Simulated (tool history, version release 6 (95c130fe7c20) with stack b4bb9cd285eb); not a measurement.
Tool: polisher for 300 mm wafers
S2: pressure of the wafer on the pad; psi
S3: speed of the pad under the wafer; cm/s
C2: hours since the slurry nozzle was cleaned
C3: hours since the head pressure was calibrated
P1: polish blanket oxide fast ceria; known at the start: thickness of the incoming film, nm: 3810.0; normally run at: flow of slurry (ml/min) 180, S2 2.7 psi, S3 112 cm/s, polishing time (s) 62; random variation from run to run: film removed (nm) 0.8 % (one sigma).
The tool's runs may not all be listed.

run 1 hour=12.0 | flow_of_slurry_(ml/min)=180 S2=2.7 S3=112 polishing_time_(s)=62 | wafers_polished_on_this_pad=582 C2=162.7 C3=372.3 | film_removed_(nm)=849.79
run 2 hour=18.7 | flow_of_slurry_(ml/min)=180 S2=3.8 S3=112 polishing_time_(s)=62 | wafers_polished_on_this_pad=679 C2=169.4 C3=379.0 | film_removed_(nm)=1186.20
run 3 hour=26.8 | flow_of_slurry_(ml/min)=180 S2=2.7 S3=112 polishing_time_(s)=62 | wafers_polished_on_this_pad=797 C2=177.5 C3=387.1 | film_removed_(nm)=834.04
run 4 hour=39.3 | flow_of_slurry_(ml/min)=110 S2=2.7 S3=112 polishing_time_(s)=62 | wafers_polished_on_this_pad=978 C2=190.0 C3=399.6 | film_removed_(nm)=768.89
run 5 hour=46.7 | flow_of_slurry_(ml/min)=270 S2=2.7 S3=112 polishing_time_(s)=43 | wafers_polished_on_this_pad=1085 C2=197.4 C3=407.0 | film_removed_(nm)=606.16
run 6 hour=55.3 | flow_of_slurry_(ml/min)=230 S2=2.7 S3=112 polishing_time_(s)=62 | wafers_polished_on_this_pad=1210 C2=206.0 C3=415.6 | film_removed_(nm)=878.85
run 7 hour=68.5 | flow_of_slurry_(ml/min)=180 S2=1.5 S3=112 polishing_time_(s)=62 | wafers_polished_on_this_pad=1401 C2=219.2 C3=428.8 | film_removed_(nm)=472.10
run 8 hour=76.9 | flow_of_slurry_(ml/min)=180 S2=2.7 S3=112 polishing_time_(s)=99 | wafers_polished_on_this_pad=1523 C2=227.6 C3=437.2 | film_removed_(nm)=1336.90
run 9 hour=86.4 | flow_of_slurry_(ml/min)=180 S2=2.7 S3=168 polishing_time_(s)=62 | wafers_polished_on_this_pad=1661 C2=237.1 C3=446.7 | film_removed_(nm)=1264.20
run 10 hour=96.1 | flow_of_slurry_(ml/min)=180 S2=2.7 S3=52 polishing_time_(s)=62 | wafers_polished_on_this_pad=1801 C2=246.8 C3=456.4 | film_removed_(nm)=394.46
-- hour=105.5 slurry nozzle cleaned
run 11 hour=109.0 | flow_of_slurry_(ml/min)=180 S2=2.7 S3=112 polishing_time_(s)=62 | wafers_polished_on_this_pad=1988 C2=3.6 C3=469.3 | film_removed_(nm)=831.65
run 12 hour=117.3 | flow_of_slurry_(ml/min)=180 S2=2.7 S3=112 polishing_time_(s)=62 | wafers_polished_on_this_pad=2109 C2=11.9 C3=477.6 | film_removed_(nm)=840.28
run 13 hour=129.3 | flow_of_slurry_(ml/min)=180 S2=2.7 S3=112 polishing_time_(s)=62 | wafers_polished_on_this_pad=2282 C2=23.9 C3=489.6 | film_removed_(nm)=842.87
run 14 hour=138.4 | flow_of_slurry_(ml/min)=180 S2=2.7 S3=112 polishing_time_(s)=28 | wafers_polished_on_this_pad=2414 C2=33.0 C3=498.7 | film_removed_(nm)=384.80
run 15 hour=147.9 | flow_of_slurry_(ml/min)=180 S2=2.7 S3=112 polishing_time_(s)=62 | wafers_polished_on_this_pad=2552 C2=42.5 C3=508.2 | film_removed_(nm)=842.54
run 16 hour=161.1 | flow_of_slurry_(ml/min)=180 S2=2.7 S3=112 polishing_time_(s)=62 | wafers_polished_on_this_pad=2743 C2=55.7 C3=521.4 | film_removed_(nm)=805.57
run 17 hour=168.3 | flow_of_slurry_(ml/min)=180 S2=2.7 S3=112 polishing_time_(s)=62 | wafers_polished_on_this_pad=2848 C2=62.9 C3=528.6 | film_removed_(nm)=806.76
run 18 hour=182.5 | flow_of_slurry_(ml/min)=180 S2=2.7 S3=112 polishing_time_(s)=62 | wafers_polished_on_this_pad=3054 C2=77.1 C3=542.8 | film_removed_(nm)=794.56
run 19 hour=191.2 | flow_of_slurry_(ml/min)=180 S2=2.7 S3=112 polishing_time_(s)=62 | wafers_polished_on_this_pad=3180 C2=85.8 C3=551.5 | film_removed_(nm)=792.18
-- hour=191.9 worn pad replaced by a new one
run 20 hour=198.5 | flow_of_slurry_(ml/min)=180 S2=2.7 S3=112 polishing_time_(s)=62 | wafers_polished_on_this_pad=97 C2=93.1 C3=558.8 | film_removed_(nm)=798.98
run 21 hour=209.3 | flow_of_slurry_(ml/min)=180 S2=2.7 S3=112 polishing_time_(s)=62 | wafers_polished_on_this_pad=253 C2=103.9 C3=569.6 | film_removed_(nm)=787.43

What P1 gives has crept away from where it was. These 2 causes fit the log equally well, each at the size given:
A: slurry flow missing at the pad, % = 30.9
B: head's pressure below its setpoint, % = 6.23
The creep began at about hour 147.9.
Why every other cause is out:
removal rate lost through wear of the pad, %: serviced at hour 191.9, which brought nothing back

4 check runs are offered, each on 3 wafers whose results are averaged, their results left as question marks. Which one tells the causes apart?
run check 1 hour=220.1 | flow_of_slurry_(ml/min)=180 S2=1.5 S3=112 polishing_time_(s)=90 | film_removed_(nm)=?
run check 2 hour=220.1 | flow_of_slurry_(ml/min)=180 S2=2.7 S3=54 polishing_time_(s)=62 | film_removed_(nm)=?
run check 3 hour=220.1 | flow_of_slurry_(ml/min)=110 S2=3.4 S3=112 polishing_time_(s)=62 | film_removed_(nm)=?
run check 4 hour=220.1 | flow_of_slurry_(ml/min)=180 S2=2.7 S3=56 polishing_time_(s)=29 | film_removed_(nm)=?

What each check would give under each cause:
check=check_1 result=film_removed_(nm) if_A=638.19 if_B=638.26
check=check_2 result=film_removed_(nm) if_A=381.54 if_B=381.59
check=check_3 result=film_removed_(nm) if_A=877.83 if_B=909.82
check=check_4 result=film_removed_(nm) if_A=185.07 if_B=185.10
How far apart the two closest causes lie, in the result that separates them most: check 1 0.01 %; check 2 0.01 %; check 3 3.58 %; check 4 0.01 %
Only check 3 tells the causes apart: in the others they would give nearly the same result.

Check 3 was then run and gave: film removed (nm) 905.71. Which cause is it?

It is B: head's pressure below its setpoint, %.
